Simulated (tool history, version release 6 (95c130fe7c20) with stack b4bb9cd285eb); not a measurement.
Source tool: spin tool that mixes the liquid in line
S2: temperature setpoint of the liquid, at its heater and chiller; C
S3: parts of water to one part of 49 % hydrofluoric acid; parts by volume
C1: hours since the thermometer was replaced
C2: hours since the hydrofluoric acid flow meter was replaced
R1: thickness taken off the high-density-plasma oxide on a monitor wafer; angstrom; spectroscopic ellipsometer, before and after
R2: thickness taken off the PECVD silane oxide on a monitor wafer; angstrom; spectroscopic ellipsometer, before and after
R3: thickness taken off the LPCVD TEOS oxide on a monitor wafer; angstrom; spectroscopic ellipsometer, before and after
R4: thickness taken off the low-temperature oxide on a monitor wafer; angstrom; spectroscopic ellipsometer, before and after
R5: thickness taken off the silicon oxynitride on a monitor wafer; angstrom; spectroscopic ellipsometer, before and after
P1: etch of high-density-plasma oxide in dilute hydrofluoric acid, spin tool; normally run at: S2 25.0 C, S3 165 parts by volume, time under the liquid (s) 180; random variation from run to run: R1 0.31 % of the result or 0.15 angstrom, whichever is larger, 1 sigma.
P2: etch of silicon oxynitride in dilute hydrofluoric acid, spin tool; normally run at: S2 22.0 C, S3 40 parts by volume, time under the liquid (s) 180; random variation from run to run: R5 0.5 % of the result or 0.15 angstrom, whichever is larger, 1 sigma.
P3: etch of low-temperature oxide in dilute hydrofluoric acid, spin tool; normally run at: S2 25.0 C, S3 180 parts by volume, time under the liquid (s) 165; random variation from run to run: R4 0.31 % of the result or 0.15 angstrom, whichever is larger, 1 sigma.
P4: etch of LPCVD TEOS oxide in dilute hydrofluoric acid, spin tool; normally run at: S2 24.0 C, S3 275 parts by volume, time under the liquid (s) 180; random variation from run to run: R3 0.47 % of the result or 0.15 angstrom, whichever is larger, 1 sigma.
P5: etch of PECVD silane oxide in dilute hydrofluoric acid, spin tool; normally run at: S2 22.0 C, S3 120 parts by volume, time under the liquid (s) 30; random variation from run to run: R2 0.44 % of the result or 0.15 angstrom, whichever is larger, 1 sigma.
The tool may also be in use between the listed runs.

{"run": 1, "hour": 12.3, "process that ran": "P1", "S2": 25.0, "S3": 165, "time under the liquid (s)": 180, "C1": 1507.8, "C2": 706.7, "R1": 87.449}
{"run": 2, "hour": 21.0, "process that ran": "P5", "S2": 22.0, "S3": 120, "time under the liquid (s)": 30, "C1": 1516.5, "C2": 715.4, "R2": 71.601}
{"run": 3, "hour": 29.4, "process that ran": "P4", "S2": 24.0, "S3": 275, "time under the liquid (s)": 270, "C1": 1524.9, "C2": 723.8, "R3": 238.32}
{"run": 4, "hour": 42.5, "process that ran": "P1", "S2": 25.0, "S3": 165, "time under the liquid (s)": 280, "C1": 1538.0, "C2": 736.9, "R1": 136.01}
{"run": 5, "hour": 51.4, "process that ran": "P3", "S2": 25.0, "S3": 180, "time under the liquid (s)": 240, "C1": 1546.9, "C2": 745.8, "R4": 446.83}
{"run": 6, "hour": 59.4, "process that ran": "P4", "S2": 24.0, "S3": 275, "time under the liquid (s)": 180, "C1": 1554.9, "C2": 753.8, "R3": 158.08}
{"run": 7, "hour": 66.0, "process that ran": "P2", "S2": 22.0, "S3": 40, "time under the liquid (s)": 325, "C1": 1561.5, "C2": 760.4, "R5": 160.86}
{"run": 8, "hour": 79.6, "process that ran": "P5", "S2": 17.0, "S3": 120, "time under the liquid (s)": 30, "C1": 1575.1, "C2": 774.0, "R2": 58.248}
{"run": 9, "hour": 86.1, "process that ran": "P1", "S2": 25.0, "S3": 165, "time under the liquid (s)": 180, "C1": 1581.6, "C2": 780.5, "R1": 87.995}
{"run": 10, "hour": 98.4, "process that ran": "P5", "S2": 22.0, "S3": 120, "time under the liquid (s)": 15, "C1": 1593.9, "C2": 792.8, "R2": 35.913}
{"run": 11, "hour": 110.0, "process that ran": "P1", "S2": 25.0, "S3": 235, "time under the liquid (s)": 180, "C1": 1605.5, "C2": 804.4, "R1": 57.353}
{"run": 12, "hour": 119.0, "process that ran": "P4", "S2": 17.5, "S3": 275, "time under the liquid (s)": 180, "C1": 1614.5, "C2": 813.4, "R3": 125.29}
{"run": 13, "hour": 128.6, "process that ran": "P2", "S2": 22.0, "S3": 40, "time under the liquid (s)": 180, "C1": 1624.1, "C2": 823.0, "R5": 89.019}
{"hour": 140.6, "done": "thermometer replaced"}
{"run": 14, "hour": 141.1, "process that ran": "P1", "S2": 25.0, "S3": 165, "time under the liquid (s)": 90, "C1": 0.5, "C2": 835.5, "R1": 43.749}
{"run": 15, "hour": 154.7, "process that ran": "P2", "S2": 22.0, "S3": 65, "time under the liquid (s)": 180, "C1": 14.1, "C2": 849.1, "R5": 53.725}
{"run": 16, "hour": 168.7, "process that ran": "P1", "S2": 25.0, "S3": 165, "time under the liquid (s)": 180, "C1": 28.1, "C2": 863.1, "R1": 88.206}
{"run": 17, "hour": 176.3, "process that ran": "P1", "S2": 19.5, "S3": 165, "time under the liquid (s)": 180, "C1": 35.7, "C2": 870.7, "R1": 70.879}
{"run": 18, "hour": 186.1, "process that ran": "P3", "S2": 18.5, "S3": 180, "time under the liquid (s)": 165, "C1": 45.5, "C2": 880.5, "R4": 239.12}
{"run": 19, "hour": 192.6, "process that ran": "P3", "S2": 25.0, "S3": 180, "time under the liquid (s)": 165, "C1": 52.0, "C2": 887.0, "R4": 306.33}
{"run": 20, "hour": 200.3, "process that ran": "P1", "S2": 18.5, "S3": 65, "time under the liquid (s)": 180, "C1": 59.7, "C2": 894.7, "R1": 193.58}
{"run": 21, "hour": 206.7, "process that ran": "P4", "S2": 24.0, "S3": 125, "time under the liquid (s)": 180, "C1": 66.1, "C2": 901.1, "R3": 411.5}
{"run": 22, "hour": 219.7, "process that ran": "P2", "S2": 30.0, "S3": 40, "time under the liquid (s)": 180, "C1": 79.1, "C2": 914.1, "R5": 131.09}
{"run": 23, "hour": 227.1, "process that ran": "P1", "S2": 25.0, "S3": 85, "time under the liquid (s)": 180, "C1": 86.5, "C2": 921.5, "R1": 187.86}
{"run": 24, "hour": 239.8, "process that ran": "P1", "S2": 25.0, "S3": 165, "time under the liquid (s)": 180, "C1": 99.2, "C2": 934.2, "R1": 88.383}
{"run": 25, "hour": 251.0, "process that ran": "P4", "S2": 24.0, "S3": 275, "time under the liquid (s)": 180, "C1": 110.4, "C2": 945.4, "R3": 158.83}
{"run": 26, "hour": 262.4, "process that ran": "P3", "S2": 25.0, "S3": 60, "time under the liquid (s)": 165, "C1": 121.8, "C2": 956.8, "R4": 1064.7}
{"run": 27, "hour": 274.3, "process that ran": "P1", "S2": 21.5, "S3": 85, "time under the liquid (s)": 180, "C1": 133.7, "C2": 968.7, "R1": 163.21}
{"run": 28, "hour": 283.7, "process that ran": "P5", "S2": 22.0, "S3": 55, "time under the liquid (s)": 30, "C1": 143.1, "C2": 978.1, "R2": 169.91}
{"run": 29, "hour": 296.8, "process that ran": "P1", "S2": 33.0, "S3": 165, "time under the liquid (s)": 180, "C1": 156.2, "C2": 991.2, "R1": 117.28}

For run 30, what comes out?
{"run": 30, "hour": 307.9, "process that ran": "P3", "S2": 25.0, "S3": 180, "time under the liquid (s)": 165, "C1": 167.3, "C2": 1002.3, "R4": "?"}

{"run 30": {"R4": 305.43}}

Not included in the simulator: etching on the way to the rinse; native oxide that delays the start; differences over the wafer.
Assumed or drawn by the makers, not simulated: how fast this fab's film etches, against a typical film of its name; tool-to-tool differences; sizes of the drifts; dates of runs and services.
